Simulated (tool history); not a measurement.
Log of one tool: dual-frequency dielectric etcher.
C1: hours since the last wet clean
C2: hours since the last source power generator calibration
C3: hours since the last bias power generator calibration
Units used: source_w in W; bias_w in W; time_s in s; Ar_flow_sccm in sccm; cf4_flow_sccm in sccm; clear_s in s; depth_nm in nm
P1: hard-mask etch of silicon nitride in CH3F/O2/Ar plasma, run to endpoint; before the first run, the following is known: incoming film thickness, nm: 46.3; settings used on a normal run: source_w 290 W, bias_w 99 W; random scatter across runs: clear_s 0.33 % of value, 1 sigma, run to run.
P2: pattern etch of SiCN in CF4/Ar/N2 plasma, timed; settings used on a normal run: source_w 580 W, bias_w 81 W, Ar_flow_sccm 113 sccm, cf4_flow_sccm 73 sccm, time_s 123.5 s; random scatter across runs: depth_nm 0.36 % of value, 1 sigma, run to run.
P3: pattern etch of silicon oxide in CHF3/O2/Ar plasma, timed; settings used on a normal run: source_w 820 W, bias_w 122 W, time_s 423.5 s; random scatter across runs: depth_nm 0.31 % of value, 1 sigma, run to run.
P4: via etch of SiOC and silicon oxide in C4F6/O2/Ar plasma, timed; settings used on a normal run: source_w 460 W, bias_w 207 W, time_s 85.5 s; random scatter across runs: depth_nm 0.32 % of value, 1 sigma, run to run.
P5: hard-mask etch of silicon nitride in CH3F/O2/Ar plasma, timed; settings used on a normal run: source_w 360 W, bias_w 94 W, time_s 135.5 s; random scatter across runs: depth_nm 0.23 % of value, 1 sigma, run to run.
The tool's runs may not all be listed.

Run 1, day 0.321: process P1, source_w 290 W, bias_w 99 W; C1 261.9; C2 1138.2; C3 3419.0. Result: clear_s 65.959 s.
Run 2, day 0.638: process P4, source_w 460 W, bias_w 207 W, time_s 117.5 s; C1 269.5; C2 1145.8; C3 3426.6. Result: depth_nm 145.330 nm.
Run 3, day 0.850: process P5, source_w 360 W, bias_w 94 W, time_s 135.5 s; C1 274.6; C2 1150.9; C3 3431.7. Result: depth_nm 101.720 nm.
Run 4, day 1.288: process P2, source_w 580 W, bias_w 81 W, time_s 123.5 s, Ar_flow_sccm 68 sccm, cf4_flow_sccm 73 sccm; C1 285.1; C2 1161.4; C3 3442.2. Result: depth_nm 146.660 nm.
Run 5, day 1.596: process P3, source_w 820 W, bias_w 122 W, time_s 423.5 s; C1 292.5; C2 1168.8; C3 3449.6. Result: depth_nm 839.340 nm.
Run 6, day 1.846: process P1, source_w 290 W, bias_w 99 W; C1 298.5; C2 1174.8; C3 3455.6. Result: clear_s 66.065 s.
Run 7, day 2.067: process P1, source_w 200 W, bias_w 75 W; C1 303.8; C2 1180.1; C3 3460.9. Result: clear_s 83.808 s.
Run 8, day 2.283: process P2, source_w 580 W, bias_w 106 W, time_s 123.5 s, Ar_flow_sccm 113 sccm, cf4_flow_sccm 73 sccm; C1 309.0; C2 1185.3; C3 3466.1. Result: depth_nm 150.600 nm.
Run 9, day 2.596: process P3, source_w 820 W, bias_w 122 W, time_s 423.5 s; C1 316.5; C2 1192.8; C3 3473.6. Result: depth_nm 840.330 nm.
At day 3.033: wet clean of the chamber.
Run 10, day 3.042: process P1, source_w 190 W, bias_w 99 W; C1 0.2; C2 1203.5; C3 3484.3. Result: clear_s 77.287 s.
Run 11, day 3.454: process P2, source_w 580 W, bias_w 81 W, time_s 123.5 s, Ar_flow_sccm 113 sccm, cf4_flow_sccm 55 sccm; C1 10.1; C2 1213.4; C3 3494.2. Result: depth_nm 129.970 nm.
Run 12, day 3.904: process P2, source_w 580 W, bias_w 81 W, time_s 123.5 s, Ar_flow_sccm 113 sccm, cf4_flow_sccm 73 sccm; C1 20.9; C2 1224.2; C3 3505.0. Result: depth_nm 135.890 nm.
Run 13, day 4.179: process P1, source_w 290 W, bias_w 59 W; C1 27.5; C2 1230.8; C3 3511.6. Result: clear_s 79.463 s.
Run 14, day 4.496: process P4, source_w 460 W, bias_w 207 W, time_s 85.5 s; C1 35.1; C2 1238.4; C3 3519.2. Result: depth_nm 106.110 nm.
Run 15, day 4.796: process P2, source_w 580 W, bias_w 81 W, time_s 181.5 s, Ar_flow_sccm 113 sccm, cf4_flow_sccm 73 sccm; C1 42.3; C2 1245.6; C3 3526.4. Result: depth_nm 200.490 nm.
Run 16, day 5.050: process P3, source_w 820 W, bias_w 122 W, time_s 302.5 s; C1 48.4; C2 1251.7; C3 3532.5. Result: depth_nm 600.200 nm.
Run 17, day 5.462: process P2, source_w 810 W, bias_w 81 W, time_s 123.5 s, Ar_flow_sccm 113 sccm, cf4_flow_sccm 73 sccm; C1 58.3; C2 1261.6; C3 3542.4. Result: depth_nm 183.090 nm.
Run 18, day 5.808: process P5, source_w 360 W, bias_w 76 W, time_s 135.5 s; C1 66.6; C2 1269.9; C3 3550.7. Result: depth_nm 94.099 nm.
Run 19, day 6.083: process P5, source_w 360 W, bias_w 94 W, time_s 74.5 s; C1 73.2; C2 1276.5; C3 3557.3. Result: depth_nm 56.183 nm.
At day 6.354: source power generator calibrated.
Run 20, day 6.425: process P1, source_w 360 W, bias_w 63 W; C1 81.4; C2 1.7; C3 3565.5. Result: clear_s 71.799 s.
Run 21, day 6.838: process P3, source_w 1120 W, bias_w 122 W, time_s 423.5 s; C1 91.3; C2 11.6; C3 3575.4. Result: depth_nm 949.310 nm.
Run 22, day 7.100: process P1, source_w 200 W, bias_w 125 W; C1 97.6; C2 17.9; C3 3581.7. Result: clear_s 69.488 s.
Run 23, day 7.554: process P2, source_w 580 W, bias_w 81 W, time_s 123.5 s, Ar_flow_sccm 113 sccm, cf4_flow_sccm 73 sccm; C1 108.5; C2 28.8; C3 3592.6. Result: depth_nm 136.240 nm.
Run 24, day 7.883: process P1, source_w 390 W, bias_w 99 W; C1 116.4; C2 36.7; C3 3600.5. Result: clear_s 59.263 s.
Run 25, day 8.304: process P4, source_w 460 W, bias_w 262 W, time_s 85.5 s; C1 126.5; C2 46.8; C3 3610.6. Result: depth_nm 114.790 nm.
Run 26, day 8.650: process P4, source_w 630 W, bias_w 207 W, time_s 85.5 s; C1 134.8; C2 55.1; C3 3618.9. Result: depth_nm 119.570 nm.
At day 8.708: bias power generator calibrated.
Run 27, day 8.900: process P1, source_w 290 W, bias_w 125 W; C1 140.8; C2 61.1; C3 4.6. Result: clear_s 60.564 s.
Run 28, day 9.354: process P1, source_w 290 W, bias_w 99 W; C1 151.7; C2 72.0; C3 15.5. Result: clear_s 65.879 s.
Run 29, day 9.762: process P3, source_w 820 W, bias_w 168 W, time_s 423.5 s; C1 161.5; C2 81.8; C3 25.3. Result: depth_nm 923.310 nm.
Run 30, day 9.975: process P5, source_w 240 W, bias_w 94 W, time_s 135.5 s; C1 166.6; C2 86.9; C3 30.4. Result: depth_nm 87.981 nm.
Run 31, day 10.342: process P1, source_w 290 W, bias_w 99 W; C1 175.4; C2 95.7; C3 39.2. Result: clear_s 66.060 s.
Run 32, day 10.817: process P1, source_w 290 W, bias_w 99 W; C1 186.8; C2 107.1; C3 50.6. Result: clear_s 66.423 s.
Run 33, day 11.200: process P1, source_w 290 W, bias_w 99 W; C1 196.0; C2 116.3; C3 59.8. Result: clear_s 65.841 s.
Run 34, day 11.562: process P1, source_w 290 W, bias_w 99 W; C1 204.7; C2 125.0; C3 68.5. Result: clear_s 65.366 s.
Run 35, day 12.033: process P1, source_w 290 W, bias_w 99 W; C1 216.0; C2 136.3; C3 79.8. Result: clear_s 65.091 s.
At day 12.475: wet clean of the chamber.
Run 36, day 12.483: process P1, source_w 290 W, bias_w 99 W; C1 0.3; C2 147.1; C3 90.6. Result: clear_s 65.513 s.
Run 37, day 12.812: process P1, source_w 290 W, bias_w 99 W; C1 8.2; C2 155.0; C3 98.5. Result: clear_s 65.330 s.
Run 38, day 13.138: process P1, source_w 290 W, bias_w 99 W; C1 16.0; C2 162.8; C3 106.3. Result: clear_s 65.192 s.
Run 39, day 13.596: process P1, source_w 290 W, bias_w 99 W; C1 27.0; C2 173.8; C3 117.3. Result: clear_s 65.062 s.
Run 40, day 13.958: process P1, source_w 290 W, bias_w 99 W; C1 35.7; C2 182.5; C3 126.0. Result: clear_s 65.063 s.

What P1 gives has crept away from where it was. These 2 causes fit the log equally well, each at the size given:
A: source power that arrives over what is set, % = 4.51
B: bias power that arrives over what is set, % = 4.45
The gradual shift began around day 10.817.
What rules out each remaining cause:
chamber walls in a state that raises the etch rate, %: its service at day 12.475 followed the start of the drift and did not put the process back to its old value

Which of the check runs below tells the causes apart, meaning the causes would give it clearly different results? Each run uses 2 wafers whose results are averaged, and each result is shown as a question mark.
Run check 1, day 14.321: process P3, source_w 820 W, bias_w 167 W, time_s 338.0 s. Result: depth_nm ?.
Run check 2, day 14.321: process P4, source_w 580 W, bias_w 207 W, time_s 85.5 s. Result: depth_nm ?.
Run check 3, day 14.321: process P2, source_w 670 W, bias_w 81 W, time_s 178.0 s, Ar_flow_sccm 113 sccm, cf4_flow_sccm 73 sccm. Result: depth_nm ?.
Run check 4, day 14.321: process P5, source_w 360 W, bias_w 94 W, time_s 85.5 s. Result: depth_nm ?.

Check results expected under each cause:
  check    result     if A     if B
check 1  depth_nm  748.900  746.720
check 2  depth_nm  117.710  117.360
check 3  depth_nm  232.690  227.310
check 4  depth_nm   65.480   65.450
Per check, the gap between the least separated pair of causes, taken in the result that splits them most: check 1 0.29 %; check 2 0.3 %; check 3 2.34 %; check 4 0.05 %
Check 3 tells the causes apart: in the others they would give nearly the same result.

Check 3 has now been run. It gave: depth_nm 227.090 nm. Which of the candidate causes is it?

The correct cause is B, namely: bias power that arrives over what is set, %.
